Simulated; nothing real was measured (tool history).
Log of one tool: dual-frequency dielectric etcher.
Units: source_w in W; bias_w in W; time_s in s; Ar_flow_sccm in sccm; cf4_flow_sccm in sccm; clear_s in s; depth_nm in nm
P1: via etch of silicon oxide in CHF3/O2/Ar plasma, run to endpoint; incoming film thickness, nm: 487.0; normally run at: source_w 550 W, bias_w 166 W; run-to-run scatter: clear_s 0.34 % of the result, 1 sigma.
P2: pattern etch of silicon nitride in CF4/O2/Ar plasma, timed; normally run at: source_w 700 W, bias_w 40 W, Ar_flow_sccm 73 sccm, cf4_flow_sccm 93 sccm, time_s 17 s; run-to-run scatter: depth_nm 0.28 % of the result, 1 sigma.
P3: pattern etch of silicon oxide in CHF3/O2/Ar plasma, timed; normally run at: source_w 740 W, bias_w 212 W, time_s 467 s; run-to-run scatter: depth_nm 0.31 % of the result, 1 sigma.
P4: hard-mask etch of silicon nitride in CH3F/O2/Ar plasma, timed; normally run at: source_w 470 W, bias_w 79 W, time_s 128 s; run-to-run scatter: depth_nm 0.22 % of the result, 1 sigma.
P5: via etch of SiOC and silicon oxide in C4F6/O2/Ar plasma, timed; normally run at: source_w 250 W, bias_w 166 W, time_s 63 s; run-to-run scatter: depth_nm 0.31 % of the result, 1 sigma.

| run | hour | process | source_w | bias_w | time_s | Ar_flow_sccm | cf4_flow_sccm | hours since the last wet clean | hours since the last source power generator calibration | hours since the last bias power generator calibration | clear_s | depth_nm |
|---|---|---|---|---|---|---|---|---|---|---|---|---|
| 1 | 5 | P1 | 550 | 166 |  |  |  | 220.9 | 1382.1 | 1822.4 | 260.85 |  |
| 2 | 13.8 | P1 | 550 | 115 |  |  |  | 229.7 | 1390.9 | 1831.2 | 293.03 |  |
| 3 | 18.6 | P3 | 740 | 277 | 467 |  |  | 234.5 | 1395.7 | 1836 |  | 1164.1 |
| 4 | 23.9 | P5 | 250 | 166 | 37 |  |  | 239.8 | 1401 | 1841.3 |  | 34.707 |
| 5 | 29.2 | P1 | 550 | 166 |  |  |  | 245.1 | 1406.3 | 1846.6 | 259.54 |  |
| 6 | 36.4 | P3 | 740 | 212 | 467 |  |  | 252.3 | 1413.5 | 1853.8 |  | 1058.9 |
| 7 | 44.6 | P5 | 250 | 166 | 63 |  |  | 260.5 | 1421.7 | 1862 |  | 58.742 |
| 8 | 52.9 | P3 | 740 | 212 | 357.5 |  |  | 268.8 | 1430 | 1870.3 |  | 808.54 |
|  | 61.7 | source power generator calibrated |
| 9 | 62.5 | P1 | 720 | 166 |  |  |  | 278.4 | 0.8 | 1879.9 | 232.98 |  |
| 10 | 71.3 | P2 | 700 | 48 | 17 | 73 | 93 | 287.2 | 9.6 | 1888.7 |  | 44.001 |
| 11 | 80.2 | P1 | 550 | 166 |  |  |  | 296.1 | 18.5 | 1897.6 | 261.04 |  |
|  | 82.7 | bias power generator calibrated |
| 12 | 88.5 | P4 | 470 | 79 | 128 |  |  | 304.4 | 26.8 | 5.9 |  | 93.647 |
| 13 | 95.5 | P1 | 390 | 115 |  |  |  | 311.4 | 33.8 | 12.9 | 333.34 |  |
| 14 | 100.6 | P1 | 550 | 166 |  |  |  | 316.5 | 38.9 | 18 | 260.76 |  |
| 15 | 107 | P2 | 700 | 40 | 17 | 73 | 93 | 322.9 | 45.3 | 24.4 |  | 41.092 |
| 16 | 114.6 | P4 | 600 | 79 | 128 |  |  | 330.5 | 52.9 | 32 |  | 102.91 |
| 17 | 120 | P1 | 350 | 166 |  |  |  | 335.9 | 58.3 | 37.4 | 308.26 |  |
| 18 | 128.1 | P5 | 190 | 166 | 63 |  |  | 344 | 66.4 | 45.5 |  | 53.15 |
| 19 | 138.5 | P4 | 470 | 79 | 128 |  |  | 354.4 | 76.8 | 55.9 |  | 93.537 |
| 20 | 143.9 | P4 | 470 | 109 | 128 |  |  | 359.8 | 82.2 | 61.3 |  | 105.38 |
| 21 | 149.9 | P1 | 550 | 166 |  |  |  | 365.8 | 88.2 | 67.3 | 260.79 |  |
| 22 | 157.4 | P2 | 700 | 40 | 9.5 | 73 | 93 | 373.3 | 95.7 | 74.8 |  | 23.059 |
| 23 | 163.5 | P5 | 250 | 166 | 63 |  |  | 379.4 | 101.8 | 80.9 |  | 59.203 |
| 24 | 168.1 | P2 | 410 | 40 | 17 | 73 | 93 | 384 | 106.4 | 85.5 |  | 25.685 |
| 25 | 176.7 | P2 | 700 | 40 | 17 | 89 | 93 | 392.6 | 115 | 94.1 |  | 40.127 |
| 26 | 186.3 | P1 | 550 | 219 |  |  |  | 402.2 | 124.6 | 103.7 | 235.98 |  |
| 27 | 194.2 | P2 | 700 | 40 | 17 | 73 | 112 | 410.1 | 132.5 | 111.6 |  | 42.049 |
| 28 | 199.1 | P3 | 610 | 212 | 467 |  |  | 415 | 137.4 | 116.5 |  | 976.5 |
| 29 | 205.3 | P3 | 740 | 212 | 467 |  |  | 421.2 | 143.6 | 122.7 |  | 1063.4 |
| 30 | 212.7 | P1 | 550 | 166 |  |  |  | 428.6 | 151 | 130.1 | 259.33 |  |
| 31 | 220.4 | P5 | 250 | 230 | 63 |  |  | 436.3 | 158.7 | 137.8 |  | 65.941 |
| 32 | 226.8 | P4 | 470 | 79 | 185.5 |  |  | 442.7 | 165.1 | 144.2 |  | 136 |
| 33 | 234.2 | P1 | 550 | 166 |  |  |  | 450.1 | 172.5 | 151.6 | 260.68 |  |
| 34 | 239.7 | P1 | 550 | 166 |  |  |  | 455.6 | 178 | 157.1 | 261.67 |  |
| 35 | 249.3 | P1 | 550 | 166 |  |  |  | 465.2 | 187.6 | 166.7 | 262.37 |  |
| 36 | 257.7 | P1 | 550 | 166 |  |  |  | 473.6 | 196 | 175.1 | 263.44 |  |

Forecast run 37:
| 37 | 267.6 | P1 | 550 | 166 |  |  |  | 483.5 | 205.9 | 185 | ? |  |

clear_s: 264.72 s
